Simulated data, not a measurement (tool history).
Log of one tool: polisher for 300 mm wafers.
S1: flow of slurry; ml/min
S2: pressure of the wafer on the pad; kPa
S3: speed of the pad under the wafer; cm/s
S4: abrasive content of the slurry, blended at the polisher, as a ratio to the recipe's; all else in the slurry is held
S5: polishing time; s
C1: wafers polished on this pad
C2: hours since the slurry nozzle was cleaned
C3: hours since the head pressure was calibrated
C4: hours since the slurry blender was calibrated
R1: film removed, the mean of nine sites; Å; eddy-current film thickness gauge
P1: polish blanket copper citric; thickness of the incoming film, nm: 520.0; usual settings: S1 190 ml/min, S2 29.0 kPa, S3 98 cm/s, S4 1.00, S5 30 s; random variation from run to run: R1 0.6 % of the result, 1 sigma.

run 1 day=0.138 | S1=190 S2=29.0 S3=98 S4=1.00 S5=30 | C1=958 C2=183.2 C3=347.2 C4=121.7 | R1=1057.40
run 2 day=0.279 | S1=190 S2=29.0 S3=98 S4=1.00 S5=44 | C1=1001 C2=186.6 C3=350.6 C4=125.1 | R1=1558.40
run 3 day=0.554 | S1=190 S2=29.0 S3=98 S4=1.00 S5=14 | C1=1085 C2=193.2 C3=357.2 C4=131.7 | R1=493.11
run 4 day=0.692 | S1=190 S2=29.0 S3=98 S4=1.40 S5=30 | C1=1127 C2=196.5 C3=360.5 C4=135.0 | R1=1144.80
run 5 day=0.833 | S1=250 S2=29.0 S3=98 S4=1.00 S5=30 | C1=1170 C2=199.9 C3=363.9 C4=138.4 | R1=1100.40
-- day=0.917 head pressure recalibrated
run 6 day=0.992 | S1=190 S2=29.0 S3=52 S4=1.00 S5=30 | C1=1218 C2=203.7 C3=1.9 C4=142.2 | R1=571.08
run 7 day=1.154 | S1=115 S2=29.0 S3=98 S4=1.00 S5=30 | C1=1267 C2=207.6 C3=5.8 C4=146.1 | R1=969.91
run 8 day=1.450 | S1=190 S2=29.0 S3=98 S4=1.00 S5=30 | C1=1357 C2=214.7 C3=12.9 C4=153.2 | R1=1056.80
run 9 day=1.708 | S1=190 S2=19.3 S3=98 S4=1.00 S5=30 | C1=1436 C2=220.9 C3=19.1 C4=159.4 | R1=707.98
run 10 day=1.896 | S1=190 S2=29.0 S3=130 S4=1.00 S5=30 | C1=1493 C2=225.4 C3=23.6 C4=163.9 | R1=1405.90
run 11 day=2.179 | S1=190 S2=29.0 S3=98 S4=1.00 S5=30 | C1=1579 C2=232.2 C3=30.4 C4=170.7 | R1=1065.70
run 12 day=2.396 | S1=190 S2=21.4 S3=50 S4=1.00 S5=30 | C1=1645 C2=237.4 C3=35.6 C4=175.9 | R1=410.94
run 13 day=2.633 | S1=190 S2=41.4 S3=98 S4=1.00 S5=30 | C1=1718 C2=243.1 C3=41.3 C4=181.6 | R1=1503.60
run 14 day=2.867 | S1=190 S2=29.0 S3=98 S4=0.50 S5=30 | C1=1789 C2=248.7 C3=46.9 C4=187.2 | R1=907.79
run 15 day=3.058 | S1=190 S2=29.0 S3=98 S4=1.00 S5=30 | C1=1847 C2=253.3 C3=51.5 C4=191.8 | R1=1061.60
run 16 day=3.325 | S1=190 S2=29.0 S3=70 S4=1.25 S5=30 | C1=1928 C2=259.7 C3=57.9 C4=198.2 | R1=792.44
run 17 day=3.554 | S1=190 S2=29.0 S3=98 S4=1.00 S5=30 | C1=1998 C2=265.2 C3=63.4 C4=203.7 | R1=1052.90
run 18 day=3.792 | S1=190 S2=29.0 S3=98 S4=1.00 S5=30 | C1=2070 C2=270.9 C3=69.1 C4=209.4 | R1=1059.80
run 19 day=4.004 | S1=190 S2=29.0 S3=98 S4=1.00 S5=30 | C1=2135 C2=276.0 C3=74.2 C4=214.5 | R1=1033.70
run 20 day=4.221 | S1=190 S2=29.0 S3=98 S4=1.00 S5=30 | C1=2201 C2=281.2 C3=79.4 C4=219.7 | R1=1023.50
run 21 day=4.446 | S1=190 S2=29.0 S3=98 S4=1.00 S5=30 | C1=2269 C2=286.6 C3=84.8 C4=225.1 | R1=1025.60
-- day=4.712 slurry blender recalibrated
run 22 day=4.738 | S1=190 S2=29.0 S3=98 S4=1.00 S5=30 | C1=2358 C2=293.6 C3=91.8 C4=0.7 | R1=1009.30
-- day=4.879 worn pad replaced by a new one
run 23 day=5.029 | S1=190 S2=29.0 S3=98 S4=1.00 S5=30 | C1=46 C2=300.6 C3=98.8 C4=7.7 | R1=1016.30
run 24 day=5.308 | S1=190 S2=29.0 S3=98 S4=1.00 S5=30 | C1=131 C2=307.3 C3=105.5 C4=14.4 | R1=1015.30
run 25 day=5.442 | S1=190 S2=29.0 S3=98 S4=1.00 S5=30 | C1=171 C2=310.5 C3=108.7 C4=17.6 | R1=999.04
run 26 day=5.704 | S1=190 S2=29.0 S3=98 S4=1.00 S5=30 | C1=251 C2=316.8 C3=115.0 C4=23.9 | R1=997.06
run 27 day=5.858 | S1=190 S2=29.0 S3=98 S4=1.00 S5=30 | C1=298 C2=320.5 C3=118.7 C4=27.6 | R1=995.09

What P1 gives has crept away from where it was. These 2 causes fit the log equally well, each at the size given:
A: head's pressure below its setpoint, % = 5.27
B: slurry flow missing at the pad, % = 28.1
The creep began at about day 3.792.
Why every other cause is out:
removal rate lost through wear of the pad, %: serviced at day 4.879, which brought nothing back
abrasive missing from the slurry, %: serviced at day 4.712, which brought nothing back

4 check runs are offered, each on 2 wafers whose results are averaged, their results left as question marks. Which one tells the causes apart?
run check 1 day=6.012 | S1=190 S2=29.0 S3=70 S4=1.35 S5=30 | R1=?
run check 2 day=6.012 | S1=190 S2=29.0 S3=98 S4=0.70 S5=14 | R1=?
run check 3 day=6.012 | S1=190 S2=22.8 S3=98 S4=1.00 S5=42 | R1=?
run check 4 day=6.012 | S1=115 S2=29.0 S3=98 S4=1.00 S5=44 | R1=?

What each check would give under each cause:
check=check_1 result=R1 if_A=772.08 if_B=771.71
check=check_2 result=R1 if_A=435.18 if_B=435.14
check=check_3 result=R1 if_A=1111.10 if_B=1110.70
check=check_4 result=R1 if_A=1349.60 if_B=1308.80
How far apart the two closest causes lie, in the result that separates them most: check 1 0.05 %; check 2 0.01 %; check 3 0.04 %; check 4 3.07 %
Only check 4 tells the causes apart: in the others they would give nearly the same result.

Then check 4 was run and gave: R1 1351.60 Å. Which cause is it?

It is A: head's pressure below its setpoint, %.

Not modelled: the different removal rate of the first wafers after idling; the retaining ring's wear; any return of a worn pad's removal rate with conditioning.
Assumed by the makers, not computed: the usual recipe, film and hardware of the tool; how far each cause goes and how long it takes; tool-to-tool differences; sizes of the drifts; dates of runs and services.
